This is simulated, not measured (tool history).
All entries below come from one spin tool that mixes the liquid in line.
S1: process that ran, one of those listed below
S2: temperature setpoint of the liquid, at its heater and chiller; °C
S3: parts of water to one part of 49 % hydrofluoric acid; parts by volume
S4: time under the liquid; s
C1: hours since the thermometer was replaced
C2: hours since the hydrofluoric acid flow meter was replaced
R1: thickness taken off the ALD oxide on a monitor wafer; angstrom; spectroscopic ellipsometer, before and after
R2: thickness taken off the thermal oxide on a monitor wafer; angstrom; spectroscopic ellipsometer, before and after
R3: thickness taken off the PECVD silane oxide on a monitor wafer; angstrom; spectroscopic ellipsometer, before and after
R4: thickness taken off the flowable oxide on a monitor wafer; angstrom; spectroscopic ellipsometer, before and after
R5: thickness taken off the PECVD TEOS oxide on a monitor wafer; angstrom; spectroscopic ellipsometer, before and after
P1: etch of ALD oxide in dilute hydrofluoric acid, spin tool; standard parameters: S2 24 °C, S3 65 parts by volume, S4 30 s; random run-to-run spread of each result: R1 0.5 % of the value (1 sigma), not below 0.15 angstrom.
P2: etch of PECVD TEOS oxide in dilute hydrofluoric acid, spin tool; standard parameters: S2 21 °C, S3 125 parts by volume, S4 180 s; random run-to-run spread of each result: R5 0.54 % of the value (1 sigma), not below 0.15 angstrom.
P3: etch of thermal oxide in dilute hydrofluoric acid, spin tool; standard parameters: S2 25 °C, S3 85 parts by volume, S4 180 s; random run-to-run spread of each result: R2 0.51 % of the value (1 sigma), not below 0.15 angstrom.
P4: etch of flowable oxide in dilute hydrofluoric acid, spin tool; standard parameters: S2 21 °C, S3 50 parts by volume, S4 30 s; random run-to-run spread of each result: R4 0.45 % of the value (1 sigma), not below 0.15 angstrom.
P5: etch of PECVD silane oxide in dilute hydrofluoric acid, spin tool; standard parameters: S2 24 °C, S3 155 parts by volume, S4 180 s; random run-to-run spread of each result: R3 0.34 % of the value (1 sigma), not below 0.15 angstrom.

{"run": 1, "hour": 9.2, "S1": "P1", "S2": 24, "S3": 65, "S4": 30, "C1": 1865.6, "C2": 935.7, "R1": 133.06}
{"run": 2, "hour": 19.3, "S1": "P3", "S2": 25, "S3": 85, "S4": 355, "C1": 1875.7, "C2": 945.8, "R2": 214.95}
{"run": 3, "hour": 26.7, "S1": "P5", "S2": 24, "S3": 155, "S4": 180, "C1": 1883.1, "C2": 953.2, "R3": 216.1}
{"run": 4, "hour": 38.6, "S1": "P1", "S2": 29.5, "S3": 65, "S4": 30, "C1": 1895, "C2": 965.1, "R1": 165.8}
{"run": 5, "hour": 46.4, "S1": "P4", "S2": 21, "S3": 50, "S4": 30, "C1": 1902.8, "C2": 972.9, "R4": 209.09}
{"run": 6, "hour": 61.2, "S1": "P4", "S2": 21, "S3": 50, "S4": 30, "C1": 1917.6, "C2": 987.7, "R4": 209.98}
{"run": 7, "hour": 72.6, "S1": "P4", "S2": 21, "S3": 80, "S4": 30, "C1": 1929, "C2": 999.1, "R4": 126.29}
{"run": 8, "hour": 81.3, "S1": "P3", "S2": 33, "S3": 85, "S4": 180, "C1": 1937.7, "C2": 1007.8, "R2": 149.62}
{"run": 9, "hour": 92.6, "S1": "P2", "S2": 21, "S3": 125, "S4": 180, "C1": 1949, "C2": 1019.1, "R5": 102.5}
{"run": 10, "hour": 100.3, "S1": "P1", "S2": 24, "S3": 65, "S4": 30, "C1": 1956.7, "C2": 1026.8, "R1": 132.7}
{"run": 11, "hour": 109.6, "S1": "P1", "S2": 20, "S3": 65, "S4": 30, "C1": 1966, "C2": 1036.1, "R1": 113.22}
{"run": 12, "hour": 120.9, "S1": "P1", "S2": 24, "S3": 65, "S4": 30, "C1": 1977.3, "C2": 1047.4, "R1": 133.13}
{"run": 13, "hour": 132.5, "S1": "P1", "S2": 24, "S3": 65, "S4": 15, "C1": 1988.9, "C2": 1059, "R1": 66.151}
{"run": 14, "hour": 141.1, "S1": "P5", "S2": 24, "S3": 265, "S4": 180, "C1": 1997.5, "C2": 1067.6, "R3": 112.69}
{"run": 15, "hour": 155.0, "S1": "P1", "S2": 24, "S3": 30, "S4": 30, "C1": 2011.4, "C2": 1081.5, "R1": 302.06}
{"run": 16, "hour": 169.2, "S1": "P5", "S2": 24, "S3": 155, "S4": 180, "C1": 2025.6, "C2": 1095.7, "R3": 215.93}
{"run": 17, "hour": 177.7, "S1": "P3", "S2": 25, "S3": 30, "S4": 180, "C1": 2034.1, "C2": 1104.2, "R2": 332.91}
{"run": 18, "hour": 186.4, "S1": "P1", "S2": 24, "S3": 30, "S4": 55, "C1": 2042.8, "C2": 1112.9, "R1": 554.37}
{"run": 19, "hour": 201.2, "S1": "P1", "S2": 24, "S3": 100, "S4": 30, "C1": 2057.6, "C2": 1127.7, "R1": 82.797}
{"run": 20, "hour": 213.0, "S1": "P2", "S2": 17, "S3": 125, "S4": 180, "C1": 2069.4, "C2": 1139.5, "R5": 87.506}
{"run": 21, "hour": 222.0, "S1": "P1", "S2": 20, "S3": 65, "S4": 50, "C1": 2078.4, "C2": 1148.5, "R1": 187.08}
{"run": 22, "hour": 229.4, "S1": "P3", "S2": 25, "S3": 85, "S4": 180, "C1": 2085.8, "C2": 1155.9, "R2": 107.66}
{"run": 23, "hour": 239.5, "S1": "P1", "S2": 24, "S3": 65, "S4": 60, "C1": 2095.9, "C2": 1166, "R1": 267.2}
{"run": 24, "hour": 250.0, "S1": "P2", "S2": 21, "S3": 125, "S4": 15, "C1": 2106.4, "C2": 1176.5, "R5": 8.8098}
{"run": 25, "hour": 263.3, "S1": "P2", "S2": 21, "S3": 25, "S4": 180, "C1": 2119.7, "C2": 1189.8, "R5": 572.64}
{"run": 26, "hour": 271.0, "S1": "P5", "S2": 24, "S3": 155, "S4": 85, "C1": 2127.4, "C2": 1197.5, "R3": 101.8}
{"run": 27, "hour": 285.4, "S1": "P1", "S2": 20, "S3": 65, "S4": 15, "C1": 2141.8, "C2": 1211.9, "R1": 56.201}
{"run": 28, "hour": 300.4, "S1": "P5", "S2": 31.5, "S3": 155, "S4": 180, "C1": 2156.8, "C2": 1226.9, "R3": 285.63}
{"run": 29, "hour": 308.9, "S1": "P1", "S2": 24, "S3": 65, "S4": 30, "C1": 2165.3, "C2": 1235.4, "R1": 133.67}
{"run": 30, "hour": 316.8, "S1": "P4", "S2": 21, "S3": 50, "S4": 60, "C1": 2173.2, "C2": 1243.3, "R4": 416.99}
{"run": 31, "hour": 325.9, "S1": "P2", "S2": 21, "S3": 125, "S4": 180, "C1": 2182.3, "C2": 1252.4, "R5": 102.67}
{"run": 32, "hour": 333.1, "S1": "P1", "S2": 24, "S3": 65, "S4": 30, "C1": 2189.5, "C2": 1259.6, "R1": 133.4}
{"run": 33, "hour": 345.6, "S1": "P3", "S2": 25, "S3": 85, "S4": 180, "C1": 2202, "C2": 1272.1, "R2": 110.16}
{"run": 34, "hour": 352.8, "S1": "P1", "S2": 24, "S3": 65, "S4": 30, "C1": 2209.2, "C2": 1279.3, "R1": 133.85}
{"run": 35, "hour": 364.5, "S1": "P4", "S2": 28.5, "S3": 50, "S4": 30, "C1": 2220.9, "C2": 1291, "R4": 283.85}
{"run": 36, "hour": 376.3, "S1": "P1", "S2": 24, "S3": 65, "S4": 30, "C1": 2232.7, "C2": 1302.8, "R1": 132.54}
{"run": 37, "hour": 391.4, "S1": "P1", "S2": 24, "S3": 65, "S4": 30, "C1": 2247.8, "C2": 1317.9, "R1": 130.23}
{"run": 38, "hour": 406.2, "S1": "P1", "S2": 24, "S3": 65, "S4": 30, "C1": 2262.6, "C2": 1332.7, "R1": 126.25}
{"run": 39, "hour": 417.9, "S1": "P1", "S2": 24, "S3": 65, "S4": 30, "C1": 2274.3, "C2": 1344.4, "R1": 124.38}
{"run": 40, "hour": 432.9, "S1": "P1", "S2": 24, "S3": 65, "S4": 30, "C1": 2289.3, "C2": 1359.4, "R1": 124.59}
{"run": 41, "hour": 443.7, "S1": "P1", "S2": 24, "S3": 65, "S4": 30, "C1": 2300.1, "C2": 1370.2, "R1": 123.44}
{"run": 42, "hour": 453.9, "S1": "P1", "S2": 24, "S3": 65, "S4": 30, "C1": 2310.3, "C2": 1380.4, "R1": 123.57}
{"run": 43, "hour": 463.8, "S1": "P1", "S2": 24, "S3": 65, "S4": 30, "C1": 2320.2, "C2": 1390.3, "R1": 122.13}
{"run": 44, "hour": 474.2, "S1": "P1", "S2": 24, "S3": 65, "S4": 30, "C1": 2330.6, "C2": 1400.7, "R1": 122.22}
{"run": 45, "hour": 482.3, "S1": "P1", "S2": 24, "S3": 65, "S4": 30, "C1": 2338.7, "C2": 1408.8, "R1": 121.92}
{"run": 46, "hour": 496.3, "S1": "P1", "S2": 24, "S3": 65, "S4": 30, "C1": 2352.7, "C2": 1422.8, "R1": 121.91}
{"run": 47, "hour": 506.6, "S1": "P1", "S2": 24, "S3": 65, "S4": 30, "C1": 2363, "C2": 1433.1, "R1": 122.36}

P1 has crept away from where it was. The log is fitted equally well by each of these 2 causes, at the sizes shown:
A: hydrofluoric acid flow below the setpoint (%) = 7.7
B: liquid colder than its thermometer reads (K) = 2.13
The gradual shift began around hour 376.3.

Of the 4 check runs listed below, each run on one wafer and each result written as a question mark, which would let you distinguish the listed causes because they would give clearly different results?
{"run": "check 1", "hour": 516.9, "S1": "P4", "S2": 28, "S3": 50, "S4": 30, "R4": "?"}
{"run": "check 2", "hour": 516.9, "S1": "P3", "S2": 25, "S3": 30, "S4": 305, "R2": "?"}
{"run": "check 3", "hour": 516.9, "S1": "P2", "S2": 17, "S3": 70, "S4": 180, "R5": "?"}
{"run": "check 4", "hour": 516.9, "S1": "P5", "S2": 31, "S3": 250, "S4": 180, "R3": "?"}

Predicted outcomes, by check and by cause:
check=check_1 result=R4 if_A=254.98 if_B=255.12
check=check_2 result=R2 if_A=518.58 if_B=515.65
check=check_3 result=R5 if_A=151.8 if_B=150.92
check=check_4 result=R3 if_A=138.52 if_B=143.23
Minimum pairwise separation of causes per check, each pair taken at its best-separating result: check 1 0.05 %; check 2 0.57 %; check 3 0.58 %; check 4 3.35 %
The other checks would show nearly matching results whichever cause is true, so check 4 is the only one that separates the causes.

Here is what check 4 returned: R3 143.4 angstrom. Which cause is it?

The cause is B: liquid colder than its thermometer reads (K).
